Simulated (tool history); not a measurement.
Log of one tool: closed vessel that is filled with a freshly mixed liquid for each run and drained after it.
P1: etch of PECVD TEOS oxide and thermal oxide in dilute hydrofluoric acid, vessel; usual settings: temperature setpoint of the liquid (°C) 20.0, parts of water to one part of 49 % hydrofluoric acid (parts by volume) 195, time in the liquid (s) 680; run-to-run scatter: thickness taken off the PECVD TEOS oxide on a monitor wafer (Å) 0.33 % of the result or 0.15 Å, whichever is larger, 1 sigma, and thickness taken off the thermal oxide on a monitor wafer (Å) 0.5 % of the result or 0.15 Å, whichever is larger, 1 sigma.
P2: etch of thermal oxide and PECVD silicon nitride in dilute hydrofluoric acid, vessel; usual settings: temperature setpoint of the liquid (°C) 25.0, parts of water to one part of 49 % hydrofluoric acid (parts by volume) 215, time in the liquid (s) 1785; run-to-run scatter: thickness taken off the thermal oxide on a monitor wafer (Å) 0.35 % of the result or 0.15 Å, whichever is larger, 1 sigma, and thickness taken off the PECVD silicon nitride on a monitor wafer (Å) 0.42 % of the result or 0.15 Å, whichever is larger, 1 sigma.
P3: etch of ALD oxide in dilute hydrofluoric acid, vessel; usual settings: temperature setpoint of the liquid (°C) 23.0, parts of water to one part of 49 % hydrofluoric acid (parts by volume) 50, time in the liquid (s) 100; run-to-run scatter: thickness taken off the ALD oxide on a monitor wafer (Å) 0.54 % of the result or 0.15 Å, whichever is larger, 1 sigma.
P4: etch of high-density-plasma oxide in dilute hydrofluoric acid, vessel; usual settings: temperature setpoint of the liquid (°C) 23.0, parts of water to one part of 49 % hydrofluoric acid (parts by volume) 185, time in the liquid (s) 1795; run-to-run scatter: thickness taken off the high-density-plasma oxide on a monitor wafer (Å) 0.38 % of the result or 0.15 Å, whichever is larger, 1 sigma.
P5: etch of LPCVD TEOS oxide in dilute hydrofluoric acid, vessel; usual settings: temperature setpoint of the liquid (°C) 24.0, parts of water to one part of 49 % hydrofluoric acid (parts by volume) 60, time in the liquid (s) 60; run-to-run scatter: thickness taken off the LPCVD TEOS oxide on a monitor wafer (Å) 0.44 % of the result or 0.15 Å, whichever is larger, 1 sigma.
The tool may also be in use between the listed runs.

run   hour  process that ran  temperature setpoint of the liquid (°C)  parts of water to one part of 49 % hydrofluoric acid (parts by volume)  time in the liquid (s)  hours since the thermometer was replaced  hours since the hydrofluoric acid flow meter was replaced  thickness taken off the PECVD TEOS oxide on a monitor wafer (Å)  thickness taken off the thermal oxide on a monitor wafer (Å)  thickness taken off the LPCVD TEOS oxide on a monitor wafer (Å)  thickness taken off the high-density-plasma oxide on a monitor wafer (Å)  thickness taken off the PECVD silicon nitride on a monitor wafer (Å)  thickness taken off the ALD oxide on a monitor wafer (Å)
  1   13.7                P1                                     20.0                                                                     195                     680                                     820.4                                                     1221.3                                                          359.780                                                       128.670
  2   26.1                P1                                     17.0                                                                     195                     680                                     832.8                                                     1233.7                                                          320.710                                                       114.440
  3   39.4                P5                                     31.5                                                                      60                      60                                     846.1                                                     1247.0                                                                                                                                                                                          691.78
  4   49.1                P1                                     20.0                                                                     195                     140                                     855.8                                                     1256.7                                                           73.717                                                        26.524
  5   59.5                P4                                     17.0                                                                     185                    1795                                     866.2                                                     1267.1                                                                                                                                                                                                                                                                   484.580
  6   71.1                P2                                     25.0                                                                     215                    2975                                     877.8                                                     1278.7                                                                                                                        574.190                                                                                                                                                                                                           853.16
  7   84.0                P3                                     23.0                                                                      20                     100                                     890.7                                                     1291.6                                                                                                                                                                                                                                                                                                                                                                                                   589.460
  8   96.0                P4                                     23.0                                                                     185                     120                                     902.7                                                     1303.6                                                                                                                                                                                                                                                                    40.784
  9  108.1                P4                                     23.0                                                                     275                    1795                                     914.8                                                     1315.7                                                                                                                                                                                                                                                                   378.040
 10  115.9                P1                                     20.0                                                                     195                     680                                     922.6                                                     1323.5                                                          359.580                                                       128.360
 11  128.4                P1                                     28.0                                                                     195                     680                                     935.1                                                     1336.0                                                          480.450                                                       171.360
 12  136.4                P3                                     23.0                                                                      50                     100                                     943.1                                                     1344.0                                                                                                                                                                                                                                                                                                                                                                                                   226.180
 13  148.2                P3                                     23.0                                                                      50                     100                                     954.9                                                     1355.8                                                                                                                                                                                                                                                                                                                                                                                                   227.750
 14  161.7                P2                                     25.0                                                                     355                    1785                                     968.4                                                     1369.3                                                                                                                        182.300                                                                                                                                                                                                           311.36
 15  174.0                P1                                     20.0                                                                     195                     680                                     980.7                                                     1381.6                                                          355.760                                                       128.970
 16  184.2                P4                                     23.0                                                                     185                    1795                                     990.9                                                     1391.8                                                                                                                                                                                                                                                                   614.280
 17  194.1                P1                                     20.0                                                                     195                    1315                                    1000.8                                                     1401.7                                                          694.170                                                       248.600
 18  208.2                P1                                     20.0                                                                     115                     680                                    1014.9                                                     1415.8                                                          662.630                                                       236.820
 19  215.1                P2                                     25.0                                                                     215                    1785                                    1021.8                                                     1422.7                                                                                                                        344.640                                                                                                                                                                                                           514.14
 20  228.8                P2                                     25.0                                                                     215                    1785                                    1035.5                                                     1436.4                                                                                                                        345.450                                                                                                                                                                                                           511.82
 21  236.0                P1                                     20.0                                                                     195                     680                                    1042.7                                                     1443.6                                                          357.980                                                       128.270
 22  243.8                P5                                     24.0                                                                      60                      95                                    1050.5                                                     1451.4                                                                                                                                                                                          808.44
 23  251.3                P3                                     31.0                                                                      50                     100                                    1058.0                                                     1458.9                                                                                                                                                                                                                                                                                                                                                                                                   312.820
 24  262.4                P5                                     24.0                                                                      90                      60                                    1069.1                                                     1470.0                                                                                                                                                                                          326.76
 25  269.7                P1                                     20.0                                                                     195                     680                                    1076.4                                                     1477.3                                                          358.530                                                       128.920
 26  281.5                P1                                     20.0                                                                     285                     680                                    1088.2                                                     1489.1                                                          225.480                                                        81.153
 27  290.8                P2                                     32.5                                                                     215                    1785                                    1097.5                                                     1498.4                                                                                                                        448.630                                                                                                                                                                                                           803.51
 28  298.0                P1                                     20.0                                                                     195                     680                                    1104.7                                                     1505.6                                                          359.610                                                       129.020
 29  309.2                P5                                     24.0                                                                      60                      60                                    1115.9                                                     1516.8                                                                                                                                                                                          511.94
 30  321.0                P3                                     23.0                                                                      50                      30                                    1127.7                                                     1528.6                                                                                                                                                                                                                                                                                                                                                                                                    67.673
 31  328.0                P1                                     17.0                                                                     195                     120                                    1134.7                                                     1535.6                                                           56.282                                                        20.294
 32  334.4                P1                                     20.0                                                                     195                     680                                    1141.1                                                     1542.0                                                          358.760                                                       128.420
 33  348.4                P1                                     20.0                                                                     195                     680                                    1155.1                                                     1556.0                                                          349.780                                                       124.620
 34  361.4                P1                                     20.0                                                                     195                     680                                    1168.1                                                     1569.0                                                          342.420                                                       123.390
 35  375.5                P1                                     20.0                                                                     195                     680                                    1182.2                                                     1583.1                                                          339.740                                                       122.060
 36  383.3                P1                                     20.0                                                                     195                     680                                    1190.0                                                     1590.9                                                          339.540                                                       121.140
 37  391.6                P1                                     20.0                                                                     195                     680                                    1198.3                                                     1599.2                                                          338.910                                                       120.850
 38  405.5                P1                                     20.0                                                                     195                     680                                    1212.2                                                     1613.1                                                          337.280                                                       121.040
 39  411.8                P1                                     20.0                                                                     195                     680                                    1218.5                                                     1619.4                                                          338.690                                                       120.780
 40  423.1                P1                                     20.0                                                                     195                     680                                    1229.8                                                     1630.7                                                          338.790                                                       122.150

What P1 gives has crept away from where it was. These 2 causes fit the log equally well, each at the size given:
A: liquid colder than its thermometer reads (K) = 1.56
B: hydrofluoric acid flow below the setpoint (%) = 4.95
The creep began at about hour 334.4.

4 check runs are offered, one wafer each, their results left as question marks. Which one tells the causes apart?
check 1  434.4                P3                                     30.0                                                                      50                     100                                                                                                                                                                                                                                                                                                                                                                                                                                                                                                              ?
check 2  434.4                P2                                     29.0                                                                     345                    1785                                                                                                                                                                                                                                   ?                                                                                                                                                                                                                ?
check 3  434.4                P5                                     28.5                                                                      90                      60                                                                                                                                                                                                                                                                                                    ?
check 4  434.4                P4                                     23.0                                                                     185                     415                                                                                                                                                                                                                                                                                                                                                                              ?

What each check would give under each cause:
  check                                                                    result     if A     if B
check 1                  thickness taken off the ALD oxide on a monitor wafer (Å)  283.390  285.350
check 2              thickness taken off the thermal oxide on a monitor wafer (Å)  204.510  200.620
check 2      thickness taken off the PECVD silicon nitride on a monitor wafer (Å)   369.18   383.41
check 3           thickness taken off the LPCVD TEOS oxide on a monitor wafer (Å)   368.94   370.02
check 4  thickness taken off the high-density-plasma oxide on a monitor wafer (Å)  133.470  133.260
How far apart the two closest causes lie, in the result that separates them most: check 1 0.69 %; check 2 3.78 %; check 3 0.29 %; check 4 0.16 %
Only check 2 tells the causes apart: in the others they would give nearly the same result.

Check 2 was then run and gave: thickness taken off the thermal oxide on a monitor wafer (Å) 199.840; thickness taken off the PECVD silicon nitride on a monitor wafer (Å) 385.94. Which cause is it?

It is B: hydrofluoric acid flow below the setpoint (%).

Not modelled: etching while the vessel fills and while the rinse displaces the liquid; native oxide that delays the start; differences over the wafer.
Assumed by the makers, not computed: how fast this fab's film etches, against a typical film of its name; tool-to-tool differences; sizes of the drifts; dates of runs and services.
